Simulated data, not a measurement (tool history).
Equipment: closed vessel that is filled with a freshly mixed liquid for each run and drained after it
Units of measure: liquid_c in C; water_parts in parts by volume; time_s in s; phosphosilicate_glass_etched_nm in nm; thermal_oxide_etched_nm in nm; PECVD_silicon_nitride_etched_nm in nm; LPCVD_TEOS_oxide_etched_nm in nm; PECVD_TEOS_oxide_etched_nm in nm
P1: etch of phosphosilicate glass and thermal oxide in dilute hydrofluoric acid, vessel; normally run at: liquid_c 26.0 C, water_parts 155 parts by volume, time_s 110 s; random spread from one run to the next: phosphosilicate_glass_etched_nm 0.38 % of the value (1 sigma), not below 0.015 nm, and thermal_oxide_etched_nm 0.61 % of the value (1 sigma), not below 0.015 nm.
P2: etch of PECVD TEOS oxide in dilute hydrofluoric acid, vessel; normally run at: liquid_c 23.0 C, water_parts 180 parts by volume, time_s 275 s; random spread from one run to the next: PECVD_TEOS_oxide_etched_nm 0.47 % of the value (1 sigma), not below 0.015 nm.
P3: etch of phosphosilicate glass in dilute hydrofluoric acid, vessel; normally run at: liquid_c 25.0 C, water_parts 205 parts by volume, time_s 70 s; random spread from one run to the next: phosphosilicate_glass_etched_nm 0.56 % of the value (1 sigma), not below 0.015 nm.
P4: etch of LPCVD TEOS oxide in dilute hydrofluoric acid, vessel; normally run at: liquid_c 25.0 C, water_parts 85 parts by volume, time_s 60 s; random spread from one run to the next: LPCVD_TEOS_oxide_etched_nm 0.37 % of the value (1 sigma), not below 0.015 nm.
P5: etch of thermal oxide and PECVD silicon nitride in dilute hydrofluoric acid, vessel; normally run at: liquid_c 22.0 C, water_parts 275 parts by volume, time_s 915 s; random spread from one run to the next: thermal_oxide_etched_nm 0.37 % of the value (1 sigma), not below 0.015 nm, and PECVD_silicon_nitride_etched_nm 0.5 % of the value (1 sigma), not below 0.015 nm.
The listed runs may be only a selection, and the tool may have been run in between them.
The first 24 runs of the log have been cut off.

run,hour,process,liquid_c,water_parts,time_s,hours since the thermometer was replaced,hours since the hydrofluoric acid flow meter was replaced,phosphosilicate_glass_etched_nm,thermal_oxide_etched_nm,PECVD_silicon_nitride_etched_nm,LPCVD_TEOS_oxide_etched_nm,PECVD_TEOS_oxide_etched_nm
25,75.1,P3,25.0,50,70,212.3,605.4,250.940,,,,
26,77.8,P1,26.0,30,110,215.0,608.1,273.730,20.32100,,,
27,80.0,P1,26.0,70,30,217.2,610.3,30.256,2.24720,,,
28,83.5,P1,26.0,155,110,220.7,613.8,45.129,3.34500,,,
29,86.2,P4,25.0,85,120,223.4,616.5,,,,56.963,
30,88.2,P2,23.0,180,275,225.4,618.5,,,,,11.5570
31,90.6,P4,18.0,85,60,227.8,620.9,,,,21.382,
32,93.4,P1,26.0,155,110,230.6,623.7,45.219,3.28600,,,

Predict the results of run 33:
33,97.2,P1,26.0,155,110,234.4,627.5,?,?,,,

phosphosilicate_glass_etched_nm: 43.532 nm
thermal_oxide_etched_nm: 3.22720 nm
